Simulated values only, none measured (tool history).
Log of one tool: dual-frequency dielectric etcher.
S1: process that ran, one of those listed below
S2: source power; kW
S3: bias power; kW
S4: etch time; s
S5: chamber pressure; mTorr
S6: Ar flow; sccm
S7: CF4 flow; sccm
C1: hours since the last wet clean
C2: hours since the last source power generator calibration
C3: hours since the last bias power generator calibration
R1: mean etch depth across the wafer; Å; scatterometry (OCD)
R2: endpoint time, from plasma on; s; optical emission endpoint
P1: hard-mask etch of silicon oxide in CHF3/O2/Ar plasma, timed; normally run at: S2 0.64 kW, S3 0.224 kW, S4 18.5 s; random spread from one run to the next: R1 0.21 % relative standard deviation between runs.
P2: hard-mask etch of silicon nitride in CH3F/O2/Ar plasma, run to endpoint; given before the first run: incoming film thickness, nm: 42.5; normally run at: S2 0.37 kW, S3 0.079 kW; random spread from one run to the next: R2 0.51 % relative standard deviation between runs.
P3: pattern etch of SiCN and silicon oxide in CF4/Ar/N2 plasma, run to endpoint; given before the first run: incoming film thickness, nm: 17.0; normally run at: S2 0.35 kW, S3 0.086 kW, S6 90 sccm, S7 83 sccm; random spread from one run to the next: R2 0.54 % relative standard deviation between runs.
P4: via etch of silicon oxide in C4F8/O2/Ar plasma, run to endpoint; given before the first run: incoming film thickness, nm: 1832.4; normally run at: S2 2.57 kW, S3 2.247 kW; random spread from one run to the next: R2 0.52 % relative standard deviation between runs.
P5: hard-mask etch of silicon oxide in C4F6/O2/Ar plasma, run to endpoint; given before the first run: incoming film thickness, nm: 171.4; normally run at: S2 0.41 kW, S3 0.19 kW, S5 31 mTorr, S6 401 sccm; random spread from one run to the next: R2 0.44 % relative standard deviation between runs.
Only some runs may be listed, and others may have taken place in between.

{"run": 1, "day": 0.317, "S1": "P1", "S2": 0.64, "S3": 0.224, "S4": 18.5, "C1": 359, "C2": 1923.3, "C3": 967.4, "R1": 416.31}
{"run": 2, "day": 0.829, "S1": "P4", "S2": 3.36, "S3": 2.247, "C1": 371.3, "C2": 1935.6, "C3": 979.7, "R2": 286.75}
{"run": 3, "day": 1.262, "S1": "P2", "S2": 0.37, "S3": 0.1, "C1": 381.7, "C2": 1946, "C3": 990.1, "R2": 57.465}
{"run": 4, "day": 1.492, "S1": "P1", "S2": 0.64, "S3": 0.224, "S4": 27, "C1": 387.2, "C2": 1951.5, "C3": 995.6, "R1": 605.48}
{"run": 5, "day": 1.833, "S1": "P1", "S2": 0.64, "S3": 0.224, "S4": 18.5, "C1": 395.4, "C2": 1959.7, "C3": 1003.8, "R1": 416.65}
{"run": 6, "day": 2.129, "S1": "P4", "S2": 2.57, "S3": 3.175, "C1": 402.5, "C2": 1966.8, "C3": 1010.9, "R2": 287.8}
{"run": 7, "day": 2.596, "S1": "P2", "S2": 0.44, "S3": 0.079, "C1": 413.7, "C2": 1978, "C3": 1022.1, "R2": 58.188}
{"run": 8, "day": 2.867, "S1": "P1", "S2": 0.46, "S3": 0.224, "S4": 18.5, "C1": 420.2, "C2": 1984.5, "C3": 1028.6, "R1": 366.99}
{"run": 9, "day": 3.104, "S1": "P1", "S2": 0.79, "S3": 0.224, "S4": 18.5, "C1": 425.9, "C2": 1990.2, "C3": 1034.3, "R1": 448.94}
{"run": 10, "day": 3.354, "S1": "P1", "S2": 0.64, "S3": 0.144, "S4": 12.5, "C1": 431.9, "C2": 1996.2, "C3": 1040.3, "R1": 241.52}
{"run": 11, "day": 3.871, "S1": "P5", "S2": 0.41, "S3": 0.19, "S5": 37.5, "S6": 401, "C1": 444.3, "C2": 2008.6, "C3": 1052.7, "R2": 56.412}
{"run": 12, "day": 4.325, "S1": "P1", "S2": 0.64, "S3": 0.224, "S4": 18.5, "C1": 455.2, "C2": 2019.5, "C3": 1063.6, "R1": 415.16}
{"run": 13, "day": 4.821, "S1": "P2", "S2": 0.37, "S3": 0.079, "C1": 467.1, "C2": 2031.4, "C3": 1075.5, "R2": 62.636}
{"run": 14, "day": 5.229, "S1": "P1", "S2": 0.64, "S3": 0.224, "S4": 18.5, "C1": 476.9, "C2": 2041.2, "C3": 1085.3, "R1": 415.59}
{"run": 15, "day": 5.525, "S1": "P1", "S2": 0.64, "S3": 0.29, "S4": 18.5, "C1": 484, "C2": 2048.3, "C3": 1092.4, "R1": 455.67}
{"run": 16, "day": 5.792, "S1": "P1", "S2": 0.64, "S3": 0.224, "S4": 18.5, "C1": 490.4, "C2": 2054.7, "C3": 1098.8, "R1": 414.88}
{"run": 17, "day": 6.133, "S1": "P1", "S2": 0.64, "S3": 0.176, "S4": 18.5, "C1": 498.6, "C2": 2062.9, "C3": 1107, "R1": 381.55}
{"run": 18, "day": 6.479, "S1": "P3", "S2": 0.35, "S3": 0.086, "S6": 90, "S7": 54, "C1": 506.9, "C2": 2071.2, "C3": 1115.3, "R2": 23.332}
{"run": 19, "day": 6.925, "S1": "P1", "S2": 0.64, "S3": 0.224, "S4": 18.5, "C1": 517.6, "C2": 2081.9, "C3": 1126, "R1": 415.5}
{"run": 20, "day": 7.192, "S1": "P3", "S2": 0.35, "S3": 0.086, "S6": 112, "S7": 83, "C1": 524, "C2": 2088.3, "C3": 1132.4, "R2": 22.673}
{"day": 7.279, "done": "bias power generator calibrated"}
{"run": 21, "day": 7.533, "S1": "P3", "S2": 0.28, "S3": 0.086, "S6": 90, "S7": 83, "C1": 532.2, "C2": 2096.5, "C3": 6.2, "R2": 26.787}
{"run": 22, "day": 7.767, "S1": "P3", "S2": 0.35, "S3": 0.086, "S6": 90, "S7": 83, "C1": 537.8, "C2": 2102.1, "C3": 11.8, "R2": 22.196}
{"run": 23, "day": 8.1, "S1": "P4", "S2": 2.57, "S3": 2.247, "C1": 545.8, "C2": 2110.1, "C3": 19.8, "R2": 317.89}
{"run": 24, "day": 8.488, "S1": "P5", "S2": 0.41, "S3": 0.19, "S5": 31, "S6": 401, "C1": 555.1, "C2": 2119.4, "C3": 29.1, "R2": 55.092}
{"run": 25, "day": 8.729, "S1": "P1", "S2": 0.64, "S3": 0.224, "S4": 11, "C1": 560.9, "C2": 2125.2, "C3": 34.9, "R1": 246.41}
{"run": 26, "day": 9.233, "S1": "P5", "S2": 0.41, "S3": 0.13, "S5": 31, "S6": 401, "C1": 573, "C2": 2137.3, "C3": 47, "R2": 61.622}
{"run": 27, "day": 9.583, "S1": "P1", "S2": 0.64, "S3": 0.303, "S4": 24, "C1": 581.4, "C2": 2145.7, "C3": 55.4, "R1": 598.73}
{"run": 28, "day": 10.096, "S1": "P3", "S2": 0.35, "S3": 0.119, "S6": 90, "S7": 83, "C1": 593.7, "C2": 2158, "C3": 67.7, "R2": 19.661}
{"run": 29, "day": 10.562, "S1": "P1", "S2": 0.87, "S3": 0.169, "S4": 18.5, "C1": 604.9, "C2": 2169.2, "C3": 78.9, "R1": 425.69}
{"run": 30, "day": 10.871, "S1": "P5", "S2": 0.41, "S3": 0.19, "S5": 31, "S6": 281, "C1": 612.3, "C2": 2176.6, "C3": 86.3, "R2": 52.888}
{"run": 31, "day": 11.388, "S1": "P5", "S2": 0.29, "S3": 0.19, "S5": 31, "S6": 401, "C1": 624.7, "C2": 2189, "C3": 98.7, "R2": 62.335}
{"run": 32, "day": 11.733, "S1": "P1", "S2": 0.64, "S3": 0.224, "S4": 18.5, "C1": 633, "C2": 2197.3, "C3": 107, "R1": 416.14}
{"run": 33, "day": 12.05, "S1": "P1", "S2": 0.64, "S3": 0.224, "S4": 18.5, "C1": 640.6, "C2": 2204.9, "C3": 114.6, "R1": 412.78}
{"run": 34, "day": 12.558, "S1": "P1", "S2": 0.64, "S3": 0.224, "S4": 18.5, "C1": 652.8, "C2": 2217.1, "C3": 126.8, "R1": 410.85}
{"run": 35, "day": 12.908, "S1": "P1", "S2": 0.64, "S3": 0.224, "S4": 18.5, "C1": 661.2, "C2": 2225.5, "C3": 135.2, "R1": 411.03}
{"run": 36, "day": 13.329, "S1": "P1", "S2": 0.64, "S3": 0.224, "S4": 18.5, "C1": 671.3, "C2": 2235.6, "C3": 145.3, "R1": 410.66}
{"day": 13.383, "done": "wet clean of the chamber"}
{"run": 37, "day": 13.567, "S1": "P1", "S2": 0.64, "S3": 0.224, "S4": 18.5, "C1": 4.5, "C2": 2241.3, "C3": 151, "R1": 409.84}
{"run": 38, "day": 13.975, "S1": "P1", "S2": 0.64, "S3": 0.224, "S4": 18.5, "C1": 14.3, "C2": 2251.1, "C3": 160.8, "R1": 409.45}
{"run": 39, "day": 14.271, "S1": "P1", "S2": 0.64, "S3": 0.224, "S4": 18.5, "C1": 21.4, "C2": 2258.2, "C3": 167.9, "R1": 408.41}
{"run": 40, "day": 14.517, "S1": "P1", "S2": 0.64, "S3": 0.224, "S4": 18.5, "C1": 27.3, "C2": 2264.1, "C3": 173.8, "R1": 409.76}
{"run": 41, "day": 14.908, "S1": "P1", "S2": 0.64, "S3": 0.224, "S4": 18.5, "C1": 36.7, "C2": 2273.5, "C3": 183.2, "R1": 409.06}
{"run": 42, "day": 15.2, "S1": "P1", "S2": 0.64, "S3": 0.224, "S4": 18.5, "C1": 43.7, "C2": 2280.5, "C3": 190.2, "R1": 410.65}

The output of P1 has drifted from where it used to be. Each of the 2 causes below, taken at the size shown beside it, accounts for the log equally well:
A: bias power that arrives under what is set, % = 4.24
B: source power that arrives under what is set, % = 3.91
The onset of the drift is placed at about day 11.733.
The rest of the possible causes, and what rules out each one:
chamber walls in a state that lowers the etch rate, %: serviced after onset, at day 13.383, with no recovery of the prior output

The 4 check runs listed below each average the results of 5 wafers, and their outcomes are marked with question marks. Under which run would the listed causes produce clearly different results?
{"run": "check 1", "day": 15.492, "S1": "P2", "S2": 0.37, "S3": 0.079, "R2": "?"}
{"run": "check 2", "day": 15.492, "S1": "P4", "S2": 2.57, "S3": 2.247, "R2": "?"}
{"run": "check 3", "day": 15.492, "S1": "P5", "S2": 0.41, "S3": 0.19, "S5": 31, "S6": 401, "R2": "?"}
{"run": "check 4", "day": 15.492, "S1": "P3", "S2": 0.35, "S3": 0.086, "S6": 90, "S7": 83, "R2": "?"}

What every check run would give for each of its results, assuming each possible cause in turn:
check=check_1 result=R2 if_A=63.421 if_B=63.411
check=check_2 result=R2 if_A=324.23 if_B=325.36
check=check_3 result=R2 if_A=55.793 if_B=55.889
check=check_4 result=R2 if_A=22.359 if_B=22.818
How far apart the two closest causes lie, in the result that separates them most: check 1 0.02 %; check 2 0.35 %; check 3 0.17 %; check 4 2.03 %
Check 4 is the one run that separates the causes; every other check would come out nearly the same whichever cause is at work.

Here is what check 4 returned: R2 22.334 s. Which cause is it?

It was cause A: bias power that arrives under what is set, %.

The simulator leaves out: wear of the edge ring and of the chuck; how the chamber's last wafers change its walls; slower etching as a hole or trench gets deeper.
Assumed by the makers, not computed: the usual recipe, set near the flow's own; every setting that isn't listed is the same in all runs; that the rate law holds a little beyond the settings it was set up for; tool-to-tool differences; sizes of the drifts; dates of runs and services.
